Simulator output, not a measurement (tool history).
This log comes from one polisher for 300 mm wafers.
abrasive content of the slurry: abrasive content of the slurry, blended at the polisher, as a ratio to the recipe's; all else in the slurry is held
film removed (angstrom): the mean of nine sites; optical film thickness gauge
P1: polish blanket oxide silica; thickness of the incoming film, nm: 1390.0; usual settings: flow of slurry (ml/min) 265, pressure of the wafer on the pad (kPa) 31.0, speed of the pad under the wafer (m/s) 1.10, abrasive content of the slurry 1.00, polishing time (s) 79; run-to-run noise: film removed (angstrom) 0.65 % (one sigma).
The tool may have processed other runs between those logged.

| run | hour | flow of slurry (ml/min) | pressure of the wafer on the pad (kPa) | speed of the pad under the wafer (m/s) | abrasive content of the slurry | polishing time (s) | wafers polished on this pad | hours since the slurry nozzle was cleaned | hours since the head pressure was calibrated | hours since the slurry blender was calibrated | hours since the conditioning disc was replaced | film removed (angstrom) |
|---|---|---|---|---|---|---|---|---|---|---|---|---|
| 1 | 12.2 | 265 | 31.0 | 1.10 | 1.00 | 79 | 532 | 174.3 | 940.5 | 230.7 | 221.7 | 2544.1 |
| 2 | 19.5 | 265 | 31.0 | 1.10 | 1.00 | 79 | 606 | 181.6 | 947.8 | 238.0 | 229.0 | 2509.5 |
| 3 | 28.9 | 265 | 31.0 | 1.10 | 0.80 | 79 | 702 | 191.0 | 957.2 | 247.4 | 238.4 | 2267.4 |
|  | 35.8 | head pressure recalibrated |
| 4 | 35.8 | 265 | 31.0 | 1.10 | 1.00 | 79 | 772 | 197.9 | 0.1 | 254.3 | 245.3 | 2526.7 |
| 5 | 50.3 | 265 | 31.0 | 1.10 | 1.45 | 79 | 920 | 212.4 | 14.6 | 268.8 | 259.8 | 2938.4 |
| 6 | 56.9 | 265 | 31.0 | 1.74 | 1.00 | 79 | 987 | 219.0 | 21.2 | 275.4 | 266.4 | 3630.6 |
| 7 | 68.9 | 265 | 31.0 | 0.74 | 1.00 | 79 | 1110 | 231.0 | 33.2 | 287.4 | 278.4 | 1824.9 |
| 8 | 75.4 | 265 | 17.2 | 1.10 | 1.00 | 79 | 1176 | 237.5 | 39.7 | 293.9 | 284.9 | 1392.9 |
| 9 | 85.5 | 265 | 31.0 | 1.34 | 1.00 | 113 | 1279 | 247.6 | 49.8 | 304.0 | 295.0 | 4222.1 |
| 10 | 98.9 | 195 | 31.0 | 1.10 | 1.00 | 79 | 1416 | 261.0 | 63.2 | 317.4 | 308.4 | 2426.7 |
| 11 | 106.6 | 265 | 31.0 | 1.10 | 1.00 | 50 | 1494 | 268.7 | 70.9 | 325.1 | 316.1 | 1599.8 |
| 12 | 118.9 | 265 | 46.2 | 1.10 | 1.00 | 79 | 1620 | 281.0 | 83.2 | 337.4 | 328.4 | 3746.7 |
| 13 | 131.1 | 265 | 31.0 | 1.10 | 1.00 | 79 | 1744 | 293.2 | 95.4 | 349.6 | 340.6 | 2514.5 |
| 14 | 138.9 | 365 | 31.0 | 1.10 | 1.00 | 79 | 1824 | 301.0 | 103.2 | 357.4 | 348.4 | 2584.7 |
| 15 | 152.3 | 265 | 31.0 | 1.10 | 1.00 | 122 | 1960 | 314.4 | 116.6 | 370.8 | 361.8 | 3930.8 |

Expected results for the next run?
| 16 | 159.4 | 265 | 31.0 | 1.10 | 1.00 | 79 | 2033 | 321.5 | 123.7 | 377.9 | 368.9 | ? |

{"run 16": {"film removed (angstrom)": 2534.0}}
